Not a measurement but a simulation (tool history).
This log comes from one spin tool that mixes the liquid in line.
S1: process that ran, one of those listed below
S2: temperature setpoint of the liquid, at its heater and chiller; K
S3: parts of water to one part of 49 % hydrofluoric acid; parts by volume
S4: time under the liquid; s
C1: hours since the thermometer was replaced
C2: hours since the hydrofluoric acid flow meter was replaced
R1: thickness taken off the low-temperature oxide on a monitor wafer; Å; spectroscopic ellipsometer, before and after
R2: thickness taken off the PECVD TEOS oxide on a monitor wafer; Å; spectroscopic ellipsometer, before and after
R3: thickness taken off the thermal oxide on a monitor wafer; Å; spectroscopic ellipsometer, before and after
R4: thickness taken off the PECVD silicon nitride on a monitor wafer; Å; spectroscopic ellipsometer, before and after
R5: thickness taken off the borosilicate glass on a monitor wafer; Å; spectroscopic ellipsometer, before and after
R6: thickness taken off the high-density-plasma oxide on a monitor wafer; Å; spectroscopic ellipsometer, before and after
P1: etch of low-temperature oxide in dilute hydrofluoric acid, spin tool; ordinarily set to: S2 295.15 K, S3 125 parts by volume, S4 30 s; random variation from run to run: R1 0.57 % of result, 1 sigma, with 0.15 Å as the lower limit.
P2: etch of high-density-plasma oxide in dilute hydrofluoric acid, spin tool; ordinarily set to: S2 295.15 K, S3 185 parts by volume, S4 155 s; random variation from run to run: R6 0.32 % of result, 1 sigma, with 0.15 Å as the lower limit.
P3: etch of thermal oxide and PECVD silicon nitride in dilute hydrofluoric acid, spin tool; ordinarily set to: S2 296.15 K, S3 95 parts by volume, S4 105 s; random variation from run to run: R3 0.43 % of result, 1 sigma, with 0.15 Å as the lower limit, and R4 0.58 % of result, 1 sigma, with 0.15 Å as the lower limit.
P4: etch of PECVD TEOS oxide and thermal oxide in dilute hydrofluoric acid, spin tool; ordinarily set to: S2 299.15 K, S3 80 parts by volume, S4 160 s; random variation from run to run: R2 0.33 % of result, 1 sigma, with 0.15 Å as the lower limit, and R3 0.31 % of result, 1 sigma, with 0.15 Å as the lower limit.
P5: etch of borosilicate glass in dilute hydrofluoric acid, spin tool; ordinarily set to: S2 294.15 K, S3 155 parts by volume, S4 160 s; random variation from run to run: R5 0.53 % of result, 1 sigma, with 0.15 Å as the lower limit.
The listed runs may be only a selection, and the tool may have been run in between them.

run	day	S1	S2	S3	S4	C1	C2	R1	R2	R3	R4	R5	R6
1	0.188	P1	295.15	125	30	513.9	224.4	59.897					
2	0.317	P1	295.15	125	30	517	227.5	60.583					
3	0.504	P1	301.65	125	30	521.5	232	77.25					
4	0.696	P4	293.15	80	160	526.1	236.6		315.66	84.285			
5	0.908	P3	296.15	95	105	531.2	241.7			49.774	34.829		
6	1.012	P1	295.15	75	30	533.7	244.2	106.3					
7	1.188	P5	294.15	155	160	537.9	248.4					271.42	
8	1.358	P4	299.15	125	160	542	252.5		242.9	65.519			
9	1.512	P3	296.15	95	105	545.7	256.2			50.302	34.863		
10	1.638	P1	301.65	125	15	548.7	259.2	38.99					
11	1.825	P1	295.15	125	30	553.2	263.7	60.284					
12	1.962	P3	296.15	30	105	556.5	267			171.83	107.41		
13	2.108	P1	301.15	185	30	560	270.5	47.174					
14	2.292	P3	296.15	95	15	564.4	274.9			7.2756	5.1087		
15	2.458	P1	295.15	125	30	568.4	278.9	59.601					
16	2.575	P1	295.15	125	30	571.2	281.7	59.648					
17	2.788	P1	295.15	125	30	576.3	286.8	60.209					
18	2.888	P3	290.15	95	105	578.7	289.2			39.208	23.102		
19	3.029	P5	294.15	155	80	582.1	292.6					136.92	
20	3.171	P4	299.15	80	160	585.5	296		403.25	107.46			
21	3.362	P4	299.15	80	285	590.1	300.6		715.32	191.42			
22	3.471	P1	295.15	125	30	592.7	303.2	60.42					
23	3.65	P5	290.15	155	160	597	307.5					234.27	
24	3.821	P1	295.15	180	30	601.1	311.6	39.038					
25	3.954	P1	290.15	125	30	604.3	314.8	48.702					
26	4.1	P1	290.15	85	30	607.8	318.3	75.773					
27	4.238	P1	295.15	125	15	611.1	321.6	29.853					
28	4.371	P2	290.15	185	155	614.3	324.8						67.177
29	4.558	P1	295.15	125	65	618.8	329.3	130.35					
30	4.667	P5	294.15	55	160	621.4	331.9					872.74	
31	4.821	P2	295.15	185	295	625.1	335.6						155.21
32	4.95	P2	295.15	185	155	628.2	338.7						81.703
33	5.075	P2	295.15	35	155	631.2	341.7						517.01
34	5.183	P1	295.15	125	30	633.8	344.3	60.173					
35	5.35	P1	295.15	125	30	637.8	348.3	58.207					
36	5.462	P1	295.15	125	30	640.5	351	56.506					
37	5.575	P1	295.15	125	30	643.2	353.7	56.199					
38	5.762	P1	295.15	125	30	647.7	358.2	55.505					
39	5.875	P1	295.15	125	30	650.4	360.9	55.59					
40	6.017	P1	295.15	125	30	653.8	364.3	55.372					
41	6.154	P1	295.15	125	30	657.1	367.6	55.125					
42	6.333	P1	295.15	125	30	661.4	371.9	55.114					
43	6.517	P1	295.15	125	30	665.8	376.3	54.029					

P1 no longer gives what it gave before; its output has crept away from where it was. The following 2 causes, each at its listed size, fit the log equally well:
A: liquid colder than its thermometer reads (K) = 2.41
B: hydrofluoric acid flow below the setpoint (%) = 8.07
At approximately day 5.183, the process output began to creep.

Below are 4 check runs, each on a single wafer, with their results shown as question marks. Which of them would tell the listed causes apart, meaning the causes would give clearly different results under it?
check 1	6.7	P4	299.15	80	160				?	?			
check 2	6.7	P5	294.15	155	160							?	
check 3	6.7	P3	296.15	95	105					?	?		
check 4	6.7	P2	295.15	185	155								?

Predicted outcomes, by check and by cause:
check	result	if A	if B
check 1	R2	366.46	367.51
check 1	R3	97.824	98.103
check 2	R5	249.24	248.58
check 3	R3	45.311	45.473
check 3	R4	29.688	32.136
check 4	R6	74.534	73.951
Gap, in per cent, between the two causes that each check separates least, read from the result that separates them most: check 1 0.29 %; check 2 0.26 %; check 3 7.92 %; check 4 0.79 %
Check 3 is the one run that separates the causes; every other check would come out nearly the same whichever cause is at work.

After running check 3, the following was obtained: R3 44.998 Å; R4 29.754 Å. Which cause does this point to?

It was cause A: liquid colder than its thermometer reads (K).
